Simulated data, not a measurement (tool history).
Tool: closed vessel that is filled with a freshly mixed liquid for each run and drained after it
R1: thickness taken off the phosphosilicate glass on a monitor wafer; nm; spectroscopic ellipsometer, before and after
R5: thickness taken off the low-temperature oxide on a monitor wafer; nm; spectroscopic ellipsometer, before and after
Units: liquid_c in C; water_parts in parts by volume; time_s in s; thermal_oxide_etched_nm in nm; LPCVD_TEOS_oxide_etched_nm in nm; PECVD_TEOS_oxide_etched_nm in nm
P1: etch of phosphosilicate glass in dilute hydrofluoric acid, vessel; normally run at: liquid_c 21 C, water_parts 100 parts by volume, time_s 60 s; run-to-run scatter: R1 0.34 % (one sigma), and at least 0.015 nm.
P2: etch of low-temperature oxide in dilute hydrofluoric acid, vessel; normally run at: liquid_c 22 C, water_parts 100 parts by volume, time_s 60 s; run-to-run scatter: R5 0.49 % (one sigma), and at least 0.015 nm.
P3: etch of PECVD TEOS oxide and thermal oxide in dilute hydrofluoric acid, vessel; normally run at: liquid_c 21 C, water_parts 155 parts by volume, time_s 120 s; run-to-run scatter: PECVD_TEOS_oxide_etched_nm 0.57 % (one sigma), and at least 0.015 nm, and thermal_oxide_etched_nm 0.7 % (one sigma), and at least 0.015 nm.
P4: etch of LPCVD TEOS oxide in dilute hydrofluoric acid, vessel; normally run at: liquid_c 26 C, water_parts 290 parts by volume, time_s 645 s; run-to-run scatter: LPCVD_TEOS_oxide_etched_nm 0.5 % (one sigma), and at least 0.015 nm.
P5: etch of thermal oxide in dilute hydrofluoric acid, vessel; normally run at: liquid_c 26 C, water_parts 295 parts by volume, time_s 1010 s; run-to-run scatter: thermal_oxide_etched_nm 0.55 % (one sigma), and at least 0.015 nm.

run 1 hour=5.4 | process=P1 liquid_c=21 water_parts=100 time_s=60 | R1=62.438
run 2 hour=11.7 | process=P5 liquid_c=20.5 water_parts=295 time_s=1010 | thermal_oxide_etched_nm=11.268
run 3 hour=16.7 | process=P4 liquid_c=32.5 water_parts=290 time_s=645 | LPCVD_TEOS_oxide_etched_nm=53.585
run 4 hour=21.5 | process=P3 liquid_c=21 water_parts=80 time_s=120 | thermal_oxide_etched_nm=6.3883 PECVD_TEOS_oxide_etched_nm=34.249
run 5 hour=26.2 | process=P3 liquid_c=21 water_parts=155 time_s=120 | thermal_oxide_etched_nm=2.9892 PECVD_TEOS_oxide_etched_nm=16.217
run 6 hour=32.3 | process=P1 liquid_c=21 water_parts=100 time_s=60 | R1=62.519
run 7 hour=38.4 | process=P1 liquid_c=21 water_parts=100 time_s=30 | R1=31.209
run 8 hour=47.9 | process=P3 liquid_c=21 water_parts=155 time_s=30 | thermal_oxide_etched_nm=0.77869 PECVD_TEOS_oxide_etched_nm=4.0571
-- hour=50.9 thermometer replaced
run 9 hour=56.3 | process=P1 liquid_c=27 water_parts=100 time_s=60 | R1=79.308
run 10 hour=63.2 | process=P2 liquid_c=22 water_parts=170 time_s=60 | R5=8.3479
run 11 hour=69.8 | process=P5 liquid_c=26 water_parts=295 time_s=1010 | thermal_oxide_etched_nm=13.797
run 12 hour=77.6 | process=P1 liquid_c=21 water_parts=100 time_s=100 | R1=104.25
run 13 hour=87 | process=P2 liquid_c=17 water_parts=100 time_s=60 | R5=12.55
run 14 hour=94.8 | process=P5 liquid_c=26 water_parts=545 time_s=1010 | thermal_oxide_etched_nm=5.9145
run 15 hour=100.3 | process=P2 liquid_c=22 water_parts=100 time_s=30 | R5=7.6651
run 16 hour=107.6 | process=P1 liquid_c=21 water_parts=100 time_s=60 | R1=62.602
run 17 hour=112.6 | process=P1 liquid_c=28 water_parts=100 time_s=110 | R1=150.55
run 18 hour=117.1 | process=P1 liquid_c=21 water_parts=25 time_s=35 | R1=159.79
run 19 hour=121.7 | process=P4 liquid_c=26 water_parts=60 time_s=645 | LPCVD_TEOS_oxide_etched_nm=269.98
run 20 hour=127.6 | process=P1 liquid_c=21 water_parts=25 time_s=60 | R1=272.98
run 21 hour=137.5 | process=P4 liquid_c=26 water_parts=290 time_s=645 | LPCVD_TEOS_oxide_etched_nm=42.886
run 22 hour=146.6 | process=P2 liquid_c=22 water_parts=100 time_s=60 | R5=15.39
run 23 hour=151.9 | process=P4 liquid_c=26 water_parts=290 time_s=645 | LPCVD_TEOS_oxide_etched_nm=43.195
run 24 hour=162.3 | process=P1 liquid_c=27.5 water_parts=100 time_s=30 | R1=40.485
run 25 hour=171.4 | process=P5 liquid_c=26 water_parts=295 time_s=160 | thermal_oxide_etched_nm=2.1602
run 26 hour=177.4 | process=P1 liquid_c=21 water_parts=100 time_s=60 | R1=62.173
run 27 hour=186.7 | process=P1 liquid_c=17 water_parts=100 time_s=60 | R1=52.614
run 28 hour=196.2 | process=P5 liquid_c=26 water_parts=295 time_s=1010 | thermal_oxide_etched_nm=13.656
run 29 hour=205.5 | process=P1 liquid_c=21 water_parts=100 time_s=60 | R1=62.836

The next listed run, before its measurement:
run 30 hour=213.4 | process=P4 liquid_c=26 water_parts=290 time_s=80 | LPCVD_TEOS_oxide_etched_nm=?

LPCVD_TEOS_oxide_etched_nm: 5.3768 nm
